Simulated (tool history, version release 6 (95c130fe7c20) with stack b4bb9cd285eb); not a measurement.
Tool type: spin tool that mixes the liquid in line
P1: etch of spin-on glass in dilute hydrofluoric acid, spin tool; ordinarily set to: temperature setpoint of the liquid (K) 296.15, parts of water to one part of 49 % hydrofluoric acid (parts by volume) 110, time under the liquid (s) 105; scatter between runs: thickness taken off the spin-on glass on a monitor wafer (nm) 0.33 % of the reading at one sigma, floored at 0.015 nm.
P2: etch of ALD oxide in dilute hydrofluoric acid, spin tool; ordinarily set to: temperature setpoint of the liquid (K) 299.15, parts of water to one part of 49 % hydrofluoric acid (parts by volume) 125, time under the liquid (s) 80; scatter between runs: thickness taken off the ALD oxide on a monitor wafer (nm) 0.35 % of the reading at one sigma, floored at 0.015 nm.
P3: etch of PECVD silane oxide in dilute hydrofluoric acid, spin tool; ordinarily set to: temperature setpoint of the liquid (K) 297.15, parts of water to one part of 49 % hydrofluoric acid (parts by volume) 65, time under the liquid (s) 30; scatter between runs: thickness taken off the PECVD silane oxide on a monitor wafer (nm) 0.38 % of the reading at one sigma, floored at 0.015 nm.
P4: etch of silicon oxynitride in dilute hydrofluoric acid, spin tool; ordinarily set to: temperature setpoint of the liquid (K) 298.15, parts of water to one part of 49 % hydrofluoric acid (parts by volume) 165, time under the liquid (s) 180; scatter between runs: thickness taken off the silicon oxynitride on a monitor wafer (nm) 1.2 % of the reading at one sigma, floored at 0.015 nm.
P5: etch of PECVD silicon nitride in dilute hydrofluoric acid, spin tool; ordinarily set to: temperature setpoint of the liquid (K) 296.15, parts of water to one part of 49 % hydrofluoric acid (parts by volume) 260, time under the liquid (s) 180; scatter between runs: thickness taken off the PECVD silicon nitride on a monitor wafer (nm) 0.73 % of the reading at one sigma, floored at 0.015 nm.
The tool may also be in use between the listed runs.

run,hour,process that ran,temperature setpoint of the liquid (K),parts of water to one part of 49 % hydrofluoric acid (parts by volume),time under the liquid (s),thickness taken off the spin-on glass on a monitor wafer (nm),thickness taken off the silicon oxynitride on a monitor wafer (nm),thickness taken off the PECVD silicon nitride on a monitor wafer (nm),thickness taken off the PECVD silane oxide on a monitor wafer (nm),thickness taken off the ALD oxide on a monitor wafer (nm)
1,12.3,P1,296.15,110,105,23.457,,,,
2,23.4,P4,298.15,90,180,,3.50640,,,
3,34.4,P5,296.15,260,180,,,3.7240,,
4,42.6,P3,301.65,65,30,,,,10.6650,
5,55.3,P5,296.15,260,180,,,3.6698,,
6,66.4,P3,297.15,65,30,,,,8.9694,
7,79.2,P5,296.15,70,180,,,13.2900,,
8,91.5,P1,296.15,110,105,23.399,,,,
9,98.3,P4,298.15,165,180,,1.81890,,,
10,106.7,P4,298.15,165,180,,1.82120,,,
11,113.5,P4,298.15,165,20,,0.17863,,,
12,122.1,P5,303.15,260,180,,,5.5968,,
13,135.5,P1,296.15,165,105,14.651,,,,
14,144.1,P1,296.15,110,105,23.411,,,,
15,151.1,P2,299.15,125,80,,,,,11.3140
16,158.1,P3,297.15,65,30,,,,8.9402,
17,169.4,P3,297.15,115,30,,,,4.7651,
18,181.8,P3,297.15,65,45,,,,13.3570,
19,192.7,P2,299.15,35,80,,,,,45.1420
20,201.5,P1,296.15,110,50,11.187,,,,
21,213.1,P2,299.15,125,80,,,,,11.2640
22,222.2,P2,299.15,125,15,,,,,2.1135
23,236.0,P1,303.15,110,105,30.597,,,,
24,243.0,P2,294.65,125,80,,,,,9.4673
25,252.6,P1,292.65,110,105,20.300,,,,
26,264.4,P1,296.15,110,105,23.267,,,,
27,275.4,P1,296.15,110,210,46.992,,,,
28,284.9,P1,296.15,55,105,50.159,,,,
29,293.7,P4,290.65,165,180,,1.28510,,,
30,302.9,P1,304.15,185,105,17.154,,,,
31,313.1,P5,296.15,260,65,,,1.3158,,
32,322.4,P1,296.15,110,105,23.441,,,,
33,334.6,P1,296.15,110,105,22.657,,,,

Forecast run 34:
34,346.4,P1,296.15,110,105,?,,,,

{"run 34": {"thickness taken off the spin-on glass on a monitor wafer (nm)": 22.291}}
